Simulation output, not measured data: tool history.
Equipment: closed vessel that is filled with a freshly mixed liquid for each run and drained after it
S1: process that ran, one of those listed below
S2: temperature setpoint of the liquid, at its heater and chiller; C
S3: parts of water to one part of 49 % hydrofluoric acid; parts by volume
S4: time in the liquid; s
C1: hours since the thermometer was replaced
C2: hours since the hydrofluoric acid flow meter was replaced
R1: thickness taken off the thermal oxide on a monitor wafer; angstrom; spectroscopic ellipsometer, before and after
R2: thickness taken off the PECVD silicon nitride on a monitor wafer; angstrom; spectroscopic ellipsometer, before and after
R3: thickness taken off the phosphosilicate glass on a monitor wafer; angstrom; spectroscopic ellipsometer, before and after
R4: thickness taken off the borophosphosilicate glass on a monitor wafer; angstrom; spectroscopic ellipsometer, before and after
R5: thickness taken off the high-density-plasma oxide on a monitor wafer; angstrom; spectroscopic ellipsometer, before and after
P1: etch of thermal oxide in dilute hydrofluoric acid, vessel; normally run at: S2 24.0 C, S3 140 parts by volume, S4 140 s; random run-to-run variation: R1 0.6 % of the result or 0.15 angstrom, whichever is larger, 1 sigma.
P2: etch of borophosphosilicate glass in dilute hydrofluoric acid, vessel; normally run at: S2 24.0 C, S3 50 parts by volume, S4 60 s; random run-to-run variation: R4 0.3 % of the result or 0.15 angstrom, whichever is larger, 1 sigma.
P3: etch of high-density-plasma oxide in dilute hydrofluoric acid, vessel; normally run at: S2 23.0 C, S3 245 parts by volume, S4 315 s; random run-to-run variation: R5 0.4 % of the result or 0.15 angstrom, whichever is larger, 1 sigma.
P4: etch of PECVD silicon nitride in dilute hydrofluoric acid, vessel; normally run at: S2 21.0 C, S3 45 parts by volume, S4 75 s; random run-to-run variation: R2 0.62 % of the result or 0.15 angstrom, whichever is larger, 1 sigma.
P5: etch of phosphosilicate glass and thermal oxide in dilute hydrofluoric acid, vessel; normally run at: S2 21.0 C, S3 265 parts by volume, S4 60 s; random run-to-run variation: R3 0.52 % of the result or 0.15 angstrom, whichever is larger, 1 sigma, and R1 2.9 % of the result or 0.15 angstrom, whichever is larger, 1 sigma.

run,hour,S1,S2,S3,S4,C1,C2,R1,R2,R3,R4,R5
1,5.5,P1,24.0,140,140,535.0,1150.1,46.1880,,,,
2,10.3,P4,17.0,45,75,539.8,1154.9,,34.824,,,
3,19.3,P4,21.0,25,75,548.8,1163.9,,80.634,,,
4,27.4,P4,21.0,45,150,556.9,1172.0,,91.149,,,
5,32.6,P1,24.0,140,140,562.1,1177.2,46.3430,,,,
6,41.1,P5,21.0,265,60,570.6,1185.7,7.6179,,97.002,,
7,48.7,P4,21.0,45,75,578.2,1193.3,,46.363,,,
8,56.7,P2,24.0,20,60,586.2,1201.3,,,,1423.90,
9,65.7,P2,24.0,50,60,595.2,1210.3,,,,543.66,
10,72.4,P1,24.0,200,140,601.9,1217.0,29.9340,,,,
11,76.8,P3,23.0,115,315,606.3,1221.4,,,,,192.7800
12,85.3,P5,21.0,265,60,614.8,1229.9,8.0728,,97.329,,
13,92.1,P2,24.0,50,115,621.6,1236.7,,,,1049.20,
# hour 96.6: hydrofluoric acid flow meter replaced
14,98.0,P3,23.0,245,315,627.5,1.5,,,,,78.1850
15,103.1,P1,24.0,35,85,632.6,6.6,127.9700,,,,
16,111.5,P1,24.0,140,30,641.0,15.0,9.9019,,,,
17,116.9,P1,24.0,140,140,646.4,20.4,46.3040,,,,
18,123.1,P3,23.0,245,30,652.6,26.6,,,,,7.1094
19,131.2,P1,20.0,140,140,660.7,34.7,39.5480,,,,
20,138.9,P3,23.0,245,315,668.4,42.4,,,,,78.8590
21,142.9,P5,21.0,265,30,672.4,46.4,3.5340,,48.950,,
22,148.7,P5,17.0,265,60,678.2,52.2,7.1925,,83.837,,
23,157.4,P1,28.5,140,140,686.9,60.9,54.6550,,,,
24,164.0,P1,24.0,70,140,693.5,67.5,101.2000,,,,
25,172.6,P1,24.0,140,140,702.1,76.1,46.5220,,,,
26,176.9,P1,24.0,140,245,706.4,80.4,80.6610,,,,
27,181.7,P3,31.5,245,315,711.2,85.2,,,,,105.6300
28,189.6,P1,24.0,140,140,719.1,93.1,46.2040,,,,
29,197.9,P5,21.0,395,60,727.4,101.4,4.3874,,57.883,,
30,202.0,P2,32.0,50,60,731.5,105.5,,,,748.60,
31,208.1,P1,24.0,140,140,737.6,111.6,45.8480,,,,
32,217.0,P1,24.0,140,140,746.5,120.5,47.7390,,,,
33,224.4,P1,24.0,140,140,753.9,127.9,48.0140,,,,
34,230.3,P1,24.0,140,140,759.8,133.8,48.2940,,,,
35,239.3,P1,24.0,140,140,768.8,142.8,48.8790,,,,
36,245.8,P1,24.0,140,140,775.3,149.3,48.9940,,,,
37,250.6,P1,24.0,140,140,780.1,154.1,48.9830,,,,
38,254.6,P1,24.0,140,140,784.1,158.1,48.5180,,,,
39,259.8,P1,24.0,140,140,789.3,163.3,49.3510,,,,
40,267.4,P1,24.0,140,140,796.9,170.9,48.6610,,,,
41,273.7,P1,24.0,140,140,803.2,177.2,49.3150,,,,

What P1 gives has crept away from where it was. These 2 causes fit the log equally well, each at the size given:
A: hydrofluoric acid flow above the setpoint (%) = 4.85
B: liquid hotter than its thermometer reads (K) = 1.44
The drift started at roughly hour 208.1.

Listed below are the offered check runs, one wafer per run, with question marks in place of results. For which of them would the causes give clearly different outcomes?
check 1,280.0,P5,21.0,265,30,,,?,,?,,
check 2,280.0,P3,30.5,120,315,,,,,,,?
check 3,280.0,P4,21.0,45,145,,,,?,,,
check 4,280.0,P2,31.5,50,60,,,,,,?,

Expected result of each check under each candidate cause:
check,result,if A,if B
check 1,R1,4.1149,4.0883
check 1,R3,51.598,51.265
check 2,R5,258.0600,257.3800
check 3,R2,92.879,97.934
check 4,R4,773.96,777.47
How far apart the two closest causes lie, in the result that separates them most: check 1 0.65 %; check 2 0.26 %; check 3 5.3 %; check 4 0.45 %
The causes can be told apart only by check 3. The other checks would give nearly the same results under each of them.

Check 3 has now been run. It gave: R2 93.443 angstrom. Which of the candidate causes is it?

The correct cause is A, namely: hydrofluoric acid flow above the setpoint (%).

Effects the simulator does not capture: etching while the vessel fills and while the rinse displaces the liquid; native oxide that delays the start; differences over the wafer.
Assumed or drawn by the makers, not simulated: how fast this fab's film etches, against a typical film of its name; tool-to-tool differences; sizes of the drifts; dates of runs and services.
